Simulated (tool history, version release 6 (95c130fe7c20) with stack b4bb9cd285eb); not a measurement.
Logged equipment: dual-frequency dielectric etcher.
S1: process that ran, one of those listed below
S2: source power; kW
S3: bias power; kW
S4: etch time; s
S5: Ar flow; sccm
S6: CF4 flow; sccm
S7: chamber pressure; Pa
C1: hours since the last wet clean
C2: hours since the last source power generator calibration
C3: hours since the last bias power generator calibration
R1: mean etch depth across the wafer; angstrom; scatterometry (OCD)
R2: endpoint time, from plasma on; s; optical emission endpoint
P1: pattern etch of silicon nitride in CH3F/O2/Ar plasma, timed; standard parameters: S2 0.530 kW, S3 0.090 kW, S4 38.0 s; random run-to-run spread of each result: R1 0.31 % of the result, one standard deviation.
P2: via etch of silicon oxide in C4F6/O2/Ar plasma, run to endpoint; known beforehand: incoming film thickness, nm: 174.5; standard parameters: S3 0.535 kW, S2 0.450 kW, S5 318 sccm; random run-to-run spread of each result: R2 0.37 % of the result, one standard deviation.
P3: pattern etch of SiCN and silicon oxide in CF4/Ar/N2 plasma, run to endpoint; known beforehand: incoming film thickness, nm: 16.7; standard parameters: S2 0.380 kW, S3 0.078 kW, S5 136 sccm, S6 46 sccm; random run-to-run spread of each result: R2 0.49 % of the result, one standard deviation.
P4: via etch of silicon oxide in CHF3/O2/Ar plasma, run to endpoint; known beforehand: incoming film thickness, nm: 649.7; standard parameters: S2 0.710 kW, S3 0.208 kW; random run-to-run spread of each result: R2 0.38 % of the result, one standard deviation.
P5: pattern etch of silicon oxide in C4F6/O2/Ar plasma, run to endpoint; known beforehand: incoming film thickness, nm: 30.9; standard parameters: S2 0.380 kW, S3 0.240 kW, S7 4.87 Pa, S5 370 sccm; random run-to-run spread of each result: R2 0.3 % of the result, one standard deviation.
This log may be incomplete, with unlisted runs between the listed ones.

Run 1, hour 12.7: S1 P1, S2 0.530 kW, S3 0.090 kW, S4 38.0 s; C1 376.8; C2 1495.1; C3 297.9. Result: R1 315.83 angstrom.
Run 2, hour 29.2: S1 P3, S2 0.380 kW, S3 0.078 kW, S5 136 sccm, S6 59 sccm; C1 393.3; C2 1511.6; C3 314.4. Result: R2 22.9790 s.
Run 3, hour 37.2: S1 P1, S2 0.530 kW, S3 0.090 kW, S4 25.0 s; C1 401.3; C2 1519.6; C3 322.4. Result: R1 207.05 angstrom.
Run 4, hour 53.2: S1 P1, S2 0.530 kW, S3 0.090 kW, S4 38.0 s; C1 417.3; C2 1535.6; C3 338.4. Result: R1 315.71 angstrom.
Run 5, hour 66.5: S1 P1, S2 0.530 kW, S3 0.114 kW, S4 38.0 s; C1 430.6; C2 1548.9; C3 351.7. Result: R1 343.98 angstrom.
Run 6, hour 75.7: S1 P1, S2 0.530 kW, S3 0.090 kW, S4 38.0 s; C1 439.8; C2 1558.1; C3 360.9. Result: R1 315.24 angstrom.
Run 7, hour 89.6: S1 P2, S2 0.450 kW, S3 0.535 kW, S5 394 sccm; C1 453.7; C2 1572.0; C3 374.8. Result: R2 36.6990 s.
Run 8, hour 97.7: S1 P1, S2 0.410 kW, S3 0.090 kW, S4 30.0 s; C1 461.8; C2 1580.1; C3 382.9. Result: R1 226.11 angstrom.
Run 9, hour 107.9: S1 P3, S2 0.380 kW, S3 0.056 kW, S5 136 sccm, S6 46 sccm; C1 472.0; C2 1590.3; C3 393.1. Result: R2 27.3400 s.
Run 10, hour 122.7: S1 P1, S2 0.530 kW, S3 0.059 kW, S4 38.0 s; C1 486.8; C2 1605.1; C3 407.9. Result: R1 273.96 angstrom.
Run 11, hour 140.7: S1 P3, S2 0.240 kW, S3 0.078 kW, S5 136 sccm, S6 46 sccm; C1 504.8; C2 1623.1; C3 425.9. Result: R2 35.8870 s.
Run 12, hour 150.3: S1 P1, S2 0.530 kW, S3 0.090 kW, S4 38.0 s; C1 514.4; C2 1632.7; C3 435.5. Result: R1 317.42 angstrom.
Run 13, hour 159.9: S1 P2, S2 0.630 kW, S3 0.535 kW, S5 318 sccm; C1 524.0; C2 1642.3; C3 445.1. Result: R2 31.4350 s.
Run 14, hour 173.8: S1 P1, S2 0.380 kW, S3 0.090 kW, S4 38.0 s; C1 537.9; C2 1656.2; C3 459.0. Result: R1 279.12 angstrom.
Run 15, hour 185.4: S1 P5, S2 0.380 kW, S3 0.314 kW, S5 370 sccm, S7 4.87 Pa; C1 549.5; C2 1667.8; C3 470.6. Result: R2 8.8090 s.
Run 16, hour 196.2: S1 P3, S2 0.380 kW, S3 0.078 kW, S5 136 sccm, S6 46 sccm; C1 560.3; C2 1678.6; C3 481.4. Result: R2 23.8750 s.
Run 17, hour 213.3: S1 P5, S2 0.490 kW, S3 0.240 kW, S5 370 sccm, S7 4.87 Pa; C1 577.4; C2 1695.7; C3 498.5. Result: R2 8.7805 s.
Run 18, hour 227.4: S1 P5, S2 0.380 kW, S3 0.240 kW, S5 278 sccm, S7 4.87 Pa; C1 591.5; C2 1709.8; C3 512.6. Result: R2 9.3949 s.
At hour 230.6: bias power generator calibrated.
Run 19, hour 236.6: S1 P5, S2 0.380 kW, S3 0.240 kW, S5 370 sccm, S7 4.87 Pa; C1 600.7; C2 1719.0; C3 6.0. Result: R2 9.6738 s.
Run 20, hour 245.2: S1 P1, S2 0.650 kW, S3 0.090 kW, S4 38.0 s; C1 609.3; C2 1727.6; C3 14.6. Result: R1 338.50 angstrom.
Run 21, hour 259.2: S1 P2, S2 0.450 kW, S3 0.535 kW, S5 318 sccm; C1 623.3; C2 1741.6; C3 28.6. Result: R2 35.6490 s.
Run 22, hour 270.0: S1 P2, S2 0.450 kW, S3 0.535 kW, S5 318 sccm; C1 634.1; C2 1752.4; C3 39.4. Result: R2 35.7240 s.
Run 23, hour 283.7: S1 P5, S2 0.380 kW, S3 0.240 kW, S5 370 sccm, S7 4.87 Pa; C1 647.8; C2 1766.1; C3 53.1. Result: R2 9.6561 s.
At hour 289.3: source power generator calibrated.
Run 24, hour 295.0: S1 P3, S2 0.380 kW, S3 0.078 kW, S5 100 sccm, S6 46 sccm; C1 659.1; C2 5.8; C3 64.4. Result: R2 22.8230 s.
Run 25, hour 306.6: S1 P5, S2 0.380 kW, S3 0.240 kW, S5 370 sccm, S7 5.73 Pa; C1 670.7; C2 17.4; C3 76.0. Result: R2 9.8707 s.
Run 26, hour 317.7: S1 P4, S2 0.970 kW, S3 0.208 kW; C1 681.8; C2 28.5; C3 87.1. Result: R2 258.9700 s.
Run 27, hour 334.8: S1 P1, S2 0.530 kW, S3 0.090 kW, S4 47.5 s; C1 698.9; C2 45.6; C3 104.2. Result: R1 393.42 angstrom.
Run 28, hour 343.5: S1 P2, S2 0.450 kW, S3 0.675 kW, S5 318 sccm; C1 707.6; C2 54.3; C3 112.9. Result: R2 32.7190 s.
Run 29, hour 357.4: S1 P4, S2 0.710 kW, S3 0.131 kW; C1 721.5; C2 68.2; C3 126.8. Result: R2 337.6500 s.
Run 30, hour 366.7: S1 P4, S2 0.710 kW, S3 0.208 kW; C1 730.8; C2 77.5; C3 136.1. Result: R2 288.6100 s.
Run 31, hour 383.5: S1 P1, S2 0.670 kW, S3 0.090 kW, S4 28.0 s; C1 747.6; C2 94.3; C3 152.9. Result: R1 253.78 angstrom.
Run 32, hour 399.3: S1 P1, S2 0.530 kW, S3 0.090 kW, S4 38.0 s; C1 763.4; C2 110.1; C3 168.7. Result: R1 315.39 angstrom.
Run 33, hour 415.3: S1 P1, S2 0.530 kW, S3 0.090 kW, S4 38.0 s; C1 779.4; C2 126.1; C3 184.7. Result: R1 316.58 angstrom.
Run 34, hour 430.9: S1 P1, S2 0.530 kW, S3 0.090 kW, S4 38.0 s; C1 795.0; C2 141.7; C3 200.3. Result: R1 313.78 angstrom.
Run 35, hour 439.9: S1 P1, S2 0.530 kW, S3 0.090 kW, S4 38.0 s; C1 804.0; C2 150.7; C3 209.3. Result: R1 313.33 angstrom.
Run 36, hour 450.0: S1 P1, S2 0.530 kW, S3 0.090 kW, S4 38.0 s; C1 814.1; C2 160.8; C3 219.4. Result: R1 311.50 angstrom.
Run 37, hour 465.8: S1 P1, S2 0.530 kW, S3 0.090 kW, S4 38.0 s; C1 829.9; C2 176.6; C3 235.2. Result: R1 310.06 angstrom.
Run 38, hour 474.5: S1 P1, S2 0.530 kW, S3 0.090 kW, S4 38.0 s; C1 838.6; C2 185.3; C3 243.9. Result: R1 310.75 angstrom.
At hour 476.5: wet clean of the chamber.
Run 39, hour 485.4: S1 P1, S2 0.530 kW, S3 0.090 kW, S4 38.0 s; C1 8.9; C2 196.2; C3 254.8. Result: R1 310.52 angstrom.
Run 40, hour 500.5: S1 P1, S2 0.530 kW, S3 0.090 kW, S4 38.0 s; C1 24.0; C2 211.3; C3 269.9. Result: R1 311.18 angstrom.
Run 41, hour 516.5: S1 P1, S2 0.530 kW, S3 0.090 kW, S4 38.0 s; C1 40.0; C2 227.3; C3 285.9. Result: R1 308.57 angstrom.
Run 42, hour 530.7: S1 P1, S2 0.530 kW, S3 0.090 kW, S4 38.0 s; C1 54.2; C2 241.5; C3 300.1. Result: R1 309.64 angstrom.
Run 43, hour 538.5: S1 P1, S2 0.530 kW, S3 0.090 kW, S4 38.0 s; C1 62.0; C2 249.3; C3 307.9. Result: R1 311.05 angstrom.

The output of P1 has drifted from where it used to be. Each of the 2 causes below, taken at the size shown beside it, accounts for the log equally well:
A: bias power that arrives under what is set, % = 4.88
B: source power that arrives under what is set, % = 4.55
The gradual shift began around hour 415.3.
Every other cause this tool's parts could produce, and why it does not fit the log:
chamber walls in a state that lowers the etch rate, %: its service at hour 476.5 followed the start of the drift and did not put the process back to its old value

The 4 check runs listed below each average the results of 3 wafers, and their outcomes are marked with question marks. Under which run would the listed causes produce clearly different results?
Run check 1, hour 546.3: S1 P5, S2 0.380 kW, S3 0.306 kW, S5 370 sccm, S7 4.87 Pa. Result: R2 ?.
Run check 2, hour 546.3: S1 P2, S2 0.540 kW, S3 0.674 kW, S5 318 sccm. Result: R2 ?.
Run check 3, hour 546.3: S1 P3, S2 0.310 kW, S3 0.059 kW, S5 136 sccm, S6 46 sccm. Result: R2 ?.
Run check 4, hour 546.3: S1 P4, S2 0.950 kW, S3 0.136 kW. Result: R2 ?.

How each check would come out, cause by cause:
  check  result      if A      if B
check 1      R2    9.0351    9.0359
check 2      R2   31.1680   31.1020
check 3      R2   32.4970   33.2130
check 4      R2  302.2400  303.1900
Smallest distance between any two causes, each pair judged by its most separating result, in per cent: check 1 0.01 %; check 2 0.21 %; check 3 2.18 %; check 4 0.32 %
Of the check runs offered, only check 3 discriminates between the causes; the rest would read about the same regardless of which cause applies.

Running check 3 produced the following: R2 33.2170 s. Which one of the listed causes fits?

The correct cause is B, namely: source power that arrives under what is set, %.

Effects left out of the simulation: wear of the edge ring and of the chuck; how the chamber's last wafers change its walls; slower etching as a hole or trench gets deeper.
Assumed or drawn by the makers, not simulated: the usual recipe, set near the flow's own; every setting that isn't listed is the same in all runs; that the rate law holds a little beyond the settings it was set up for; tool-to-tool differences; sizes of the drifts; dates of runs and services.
